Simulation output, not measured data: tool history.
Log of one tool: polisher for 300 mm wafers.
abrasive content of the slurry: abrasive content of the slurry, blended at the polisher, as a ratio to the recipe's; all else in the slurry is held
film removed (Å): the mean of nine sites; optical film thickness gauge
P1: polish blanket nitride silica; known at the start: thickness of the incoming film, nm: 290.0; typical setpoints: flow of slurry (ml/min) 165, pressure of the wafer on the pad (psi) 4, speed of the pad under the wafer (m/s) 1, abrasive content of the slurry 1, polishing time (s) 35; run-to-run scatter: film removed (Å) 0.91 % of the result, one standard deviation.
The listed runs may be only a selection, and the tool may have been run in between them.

run,day,flow of slurry (ml/min),pressure of the wafer on the pad (psi),speed of the pad under the wafer (m/s),abrasive content of the slurry,polishing time (s),wafers polished on this pad,hours since the slurry nozzle was cleaned,hours since the head pressure was calibrated,hours since the slurry blender was calibrated,hours since the conditioning disc was replaced,film removed (Å)
1,0.296,165,4,1,1,35,815,147.4,524.4,176.3,281.6,205.8
2,0.758,165,4,1,1,35,952,158.5,535.5,187.4,292.7,203.96
# day 0.804: head pressure recalibrated
3,1.138,165,4,1,1,35,1064,167.6,8,196.5,301.8,206.27
4,1.708,165,6.3,1,1,35,1232,181.3,21.7,210.2,315.5,325.59
5,2.171,165,4,1,1,35,1369,192.4,32.8,221.3,326.6,208.13
6,2.612,165,4,0.44,1,35,1499,203,43.4,231.9,337.2,106.23
7,3.112,165,4,1,1,35,1647,215,55.4,243.9,349.2,206.82
8,3.504,165,4,1,1,16,1762,224.4,64.8,253.3,358.6,95.169
9,3.879,165,4,1.56,1,35,1873,233.4,73.8,262.3,367.6,295.17
10,4.358,100,4,1,1,35,2014,244.9,85.3,273.8,379.1,185.92
11,4.804,230,4,1,0.75,35,2146,255.6,96,284.5,389.8,189.33
12,5.229,165,1.8,1,1,35,2271,265.8,106.2,294.7,400,92.574
13,5.721,165,4,1,1,35,2417,277.6,118,306.5,411.8,208.87
14,6.121,165,4,1,0.55,35,2535,287.2,127.6,316.1,421.4,149.4
# day 6.554: slurry blender recalibrated
15,6.7,255,4,1,1,35,2706,301.1,141.5,3.5,435.3,214.34
16,7.012,165,4,1,1,48,2798,308.6,149,11,442.8,284.01
17,7.296,165,4,1,1.45,35,2882,315.4,155.8,17.8,449.6,241.43
18,7.7,165,4,1,1,35,3001,325.1,165.5,27.5,459.3,207.3
19,8.258,165,4,1,1,35,3166,338.5,178.9,40.9,472.7,203.39
20,8.688,165,4,1,1,35,3292,348.8,189.2,51.2,483,197.19
21,9.146,165,4,1,1,35,3428,359.8,200.2,62.2,494,193.53
22,9.738,165,4,1,1,35,3602,374,214.4,76.4,508.2,191.01
# day 9.933: worn pad replaced by a new one
# day 9.971: slurry blender recalibrated
23,10.233,165,4,1,1,35,89,385.9,226.3,6.3,520.1,190.96
24,10.538,165,4,1,1,35,179,393.2,233.6,13.6,527.4,191.59
# day 10.862: conditioning disc replaced and pad reconditioned
25,10.967,165,4,1,1,35,305,403.5,243.9,23.9,2.6,187.7
26,11.471,165,4,1,1,35,454,415.6,256,36,14.7,190.32

Predict the results of run 27:
27,11.829,165,4,1,1,35,560,424.2,264.6,44.6,23.3,?

Logged for run 27: film removed (Å) 191.13.

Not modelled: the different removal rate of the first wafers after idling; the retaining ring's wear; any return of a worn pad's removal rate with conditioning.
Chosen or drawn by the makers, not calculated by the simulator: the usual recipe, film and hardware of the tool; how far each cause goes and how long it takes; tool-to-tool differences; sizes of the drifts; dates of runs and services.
